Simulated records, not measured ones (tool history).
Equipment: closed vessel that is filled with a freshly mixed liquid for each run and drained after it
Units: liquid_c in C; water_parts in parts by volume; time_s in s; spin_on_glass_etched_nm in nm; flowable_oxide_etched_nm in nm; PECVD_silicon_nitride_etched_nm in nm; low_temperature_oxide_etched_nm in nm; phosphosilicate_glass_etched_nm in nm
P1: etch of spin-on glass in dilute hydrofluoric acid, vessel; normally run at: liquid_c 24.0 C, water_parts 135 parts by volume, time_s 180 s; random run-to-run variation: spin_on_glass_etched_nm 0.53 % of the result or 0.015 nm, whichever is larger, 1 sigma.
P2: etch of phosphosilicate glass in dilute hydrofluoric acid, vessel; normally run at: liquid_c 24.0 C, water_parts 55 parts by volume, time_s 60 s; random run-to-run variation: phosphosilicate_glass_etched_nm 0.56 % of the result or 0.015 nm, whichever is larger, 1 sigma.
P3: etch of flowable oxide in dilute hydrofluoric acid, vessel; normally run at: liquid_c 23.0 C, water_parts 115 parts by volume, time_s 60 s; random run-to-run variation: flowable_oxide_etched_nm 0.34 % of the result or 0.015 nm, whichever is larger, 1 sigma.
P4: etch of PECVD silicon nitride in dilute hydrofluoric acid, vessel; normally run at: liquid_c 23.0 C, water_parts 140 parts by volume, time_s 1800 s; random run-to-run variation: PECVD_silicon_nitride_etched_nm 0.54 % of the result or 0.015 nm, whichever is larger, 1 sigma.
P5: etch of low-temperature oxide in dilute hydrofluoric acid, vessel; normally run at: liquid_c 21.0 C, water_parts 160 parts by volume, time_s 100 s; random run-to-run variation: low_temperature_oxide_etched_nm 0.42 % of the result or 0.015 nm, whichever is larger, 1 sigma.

run,hour,process,liquid_c,water_parts,time_s,hours since the thermometer was replaced,hours since the hydrofluoric acid flow meter was replaced,spin_on_glass_etched_nm,flowable_oxide_etched_nm,PECVD_silicon_nitride_etched_nm,low_temperature_oxide_etched_nm,phosphosilicate_glass_etched_nm
1,8.6,P1,24.0,135,180,672.4,521.4,45.306,,,,
2,17.0,P1,24.0,135,340,680.8,529.8,85.443,,,,
3,22.8,P1,24.0,135,180,686.6,535.6,45.473,,,,
4,29.1,P1,24.0,135,180,692.9,541.9,44.851,,,,
5,39.1,P3,23.0,115,90,702.9,551.9,,24.180,,,
6,45.8,P1,29.0,135,180,709.6,558.6,54.146,,,,
7,54.6,P1,24.0,135,180,718.4,567.4,44.866,,,,
8,61.0,P1,24.0,135,180,724.8,573.8,44.816,,,,
9,71.1,P4,23.0,140,1800,734.9,583.9,,,42.5280,,
10,81.2,P5,21.0,160,100,745.0,594.0,,,,5.3437,
11,89.2,P2,24.0,55,105,753.0,602.0,,,,,182.79
12,96.1,P1,24.0,210,180,759.9,608.9,26.884,,,,
13,104.0,P2,24.0,20,60,767.8,616.8,,,,,301.59
14,114.2,P1,24.0,135,45,778.0,627.0,11.269,,,,
15,119.0,P4,23.0,140,1800,782.8,631.8,,,42.8820,,
16,126.1,P2,24.0,55,60,789.9,638.9,,,,,104.74
17,135.0,P3,28.5,115,60,798.8,647.8,,19.893,,,
18,144.2,P1,24.0,40,180,808.0,657.0,169.200,,,,
19,150.1,P3,23.0,115,60,813.9,662.9,,16.107,,,
20,154.7,P1,24.0,135,180,818.5,667.5,44.666,,,,
21,161.1,P1,17.0,135,180,824.9,673.9,34.115,,,,
22,169.8,P3,23.0,115,60,833.6,682.6,,16.108,,,
23,179.7,P5,21.0,160,30,843.5,692.5,,,,1.5801,
24,185.0,P5,21.0,75,100,848.8,697.8,,,,12.5970,
25,192.9,P1,24.0,210,345,856.7,705.7,51.044,,,,
26,200.1,P1,24.0,135,180,863.9,712.9,45.272,,,,
27,209.0,P4,23.0,140,250,872.8,721.8,,,5.9033,,
28,218.2,P4,23.0,30,1800,882.0,731.0,,,193.9200,,
29,225.2,P5,17.0,160,100,889.0,738.0,,,,4.5071,
30,230.9,P4,27.0,140,1800,894.7,743.7,,,55.0500,,
31,236.0,P3,23.0,60,60,899.8,748.8,,32.976,,,
32,243.1,P2,31.0,55,60,906.9,755.9,,,,,138.22
33,247.6,P1,24.0,135,180,911.4,760.4,44.729,,,,
34,254.2,P1,24.0,135,180,918.0,767.0,45.354,,,,
35,260.3,P1,24.0,135,180,924.1,773.1,45.968,,,,
36,265.5,P1,24.0,135,180,929.3,778.3,46.912,,,,
37,272.1,P1,24.0,135,180,935.9,784.9,46.454,,,,
38,281.8,P1,24.0,135,180,945.6,794.6,47.515,,,,
39,288.7,P1,24.0,135,180,952.5,801.5,47.334,,,,
40,295.7,P1,24.0,135,180,959.5,808.5,47.973,,,,
41,300.9,P1,24.0,135,180,964.7,813.7,47.560,,,,
42,310.1,P1,24.0,135,180,973.9,822.9,47.839,,,,
43,316.2,P1,24.0,135,180,980.0,829.0,47.684,,,,
44,324.8,P1,24.0,135,180,988.6,837.6,47.613,,,,

Something has made what P1 gives creep away from where it was; the 2 causes below, each at its own stated size, fit the log equally well:
A: hydrofluoric acid flow above the setpoint (%) = 4.71
B: liquid hotter than its thermometer reads (K) = 1.39
The drift started at roughly hour 247.6.

4 check runs are offered, one wafer each, their results left as question marks. Which one tells the causes apart?
check 1,333.4,P4,23.0,140,1800,,,,,?,,
check 2,333.4,P3,23.0,115,60,,,,?,,,
check 3,333.4,P5,21.0,160,100,,,,,,?,
check 4,333.4,P2,24.0,55,60,,,,,,,?

Predicted outcomes, by check and by cause:
check,result,if A,if B
check 1,PECVD_silicon_nitride_etched_nm,44.5390,46.5850
check 2,flowable_oxide_etched_nm,16.945,16.988
check 3,low_temperature_oxide_etched_nm,5.6278,5.6300
check 4,phosphosilicate_glass_etched_nm,109.97,110.80
Minimum pairwise separation of causes per check, each pair taken at its best-separating result: check 1 4.49 %; check 2 0.25 %; check 3 0.04 %; check 4 0.75 %
The causes can be told apart only by check 1. The other checks would give nearly the same results under each of them.

Running check 1 produced the following: PECVD_silicon_nitride_etched_nm 46.1390 nm. Which one of the listed causes fits?

It is B: liquid hotter than its thermometer reads (K).
